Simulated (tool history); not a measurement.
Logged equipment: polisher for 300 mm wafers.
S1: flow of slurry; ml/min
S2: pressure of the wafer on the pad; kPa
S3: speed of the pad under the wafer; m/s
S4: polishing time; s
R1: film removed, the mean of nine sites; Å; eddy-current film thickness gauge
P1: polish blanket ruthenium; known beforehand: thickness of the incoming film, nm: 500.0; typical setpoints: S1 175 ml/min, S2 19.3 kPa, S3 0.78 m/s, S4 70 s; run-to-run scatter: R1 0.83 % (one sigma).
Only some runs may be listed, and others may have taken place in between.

run 1 hour=13.8 | S1=175 S2=19.3 S3=0.78 S4=70 | R1=888.18
run 2 hour=28.1 | S1=245 S2=19.3 S3=0.78 S4=70 | R1=919.31
run 3 hour=41.6 | S1=175 S2=19.3 S3=0.78 S4=70 | R1=888.62
run 4 hour=49.8 | S1=175 S2=19.3 S3=0.78 S4=32 | R1=410.15
run 5 hour=59.3 | S1=175 S2=19.3 S3=1.06 S4=70 | R1=1220.50
run 6 hour=74.5 | S1=175 S2=19.3 S3=0.78 S4=70 | R1=896.11
run 7 hour=82.8 | S1=175 S2=19.3 S3=0.78 S4=70 | R1=888.23
run 8 hour=92.7 | S1=175 S2=28.3 S3=0.78 S4=36 | R1=675.87
run 9 hour=107.4 | S1=175 S2=19.3 S3=0.78 S4=103 | R1=1293.90
run 10 hour=118.2 | S1=105 S2=19.3 S3=0.78 S4=70 | R1=813.05
run 11 hour=125.7 | S1=240 S2=24.1 S3=0.78 S4=70 | R1=1158.80
run 12 hour=137.5 | S1=175 S2=19.3 S3=0.78 S4=70 | R1=888.08
run 13 hour=149.9 | S1=175 S2=19.3 S3=0.50 S4=70 | R1=567.88
run 14 hour=165.1 | S1=175 S2=19.3 S3=0.78 S4=70 | R1=885.12
run 15 hour=177.5 | S1=175 S2=30.3 S3=0.78 S4=70 | R1=1398.30
run 16 hour=192.2 | S1=175 S2=9.0 S3=0.78 S4=70 | R1=412.04

Expected results for the next run?
run 17 hour=204.0 | S1=175 S2=19.3 S3=0.78 S4=70 | R1=?

{"run 17": {"R1": 884.8}}

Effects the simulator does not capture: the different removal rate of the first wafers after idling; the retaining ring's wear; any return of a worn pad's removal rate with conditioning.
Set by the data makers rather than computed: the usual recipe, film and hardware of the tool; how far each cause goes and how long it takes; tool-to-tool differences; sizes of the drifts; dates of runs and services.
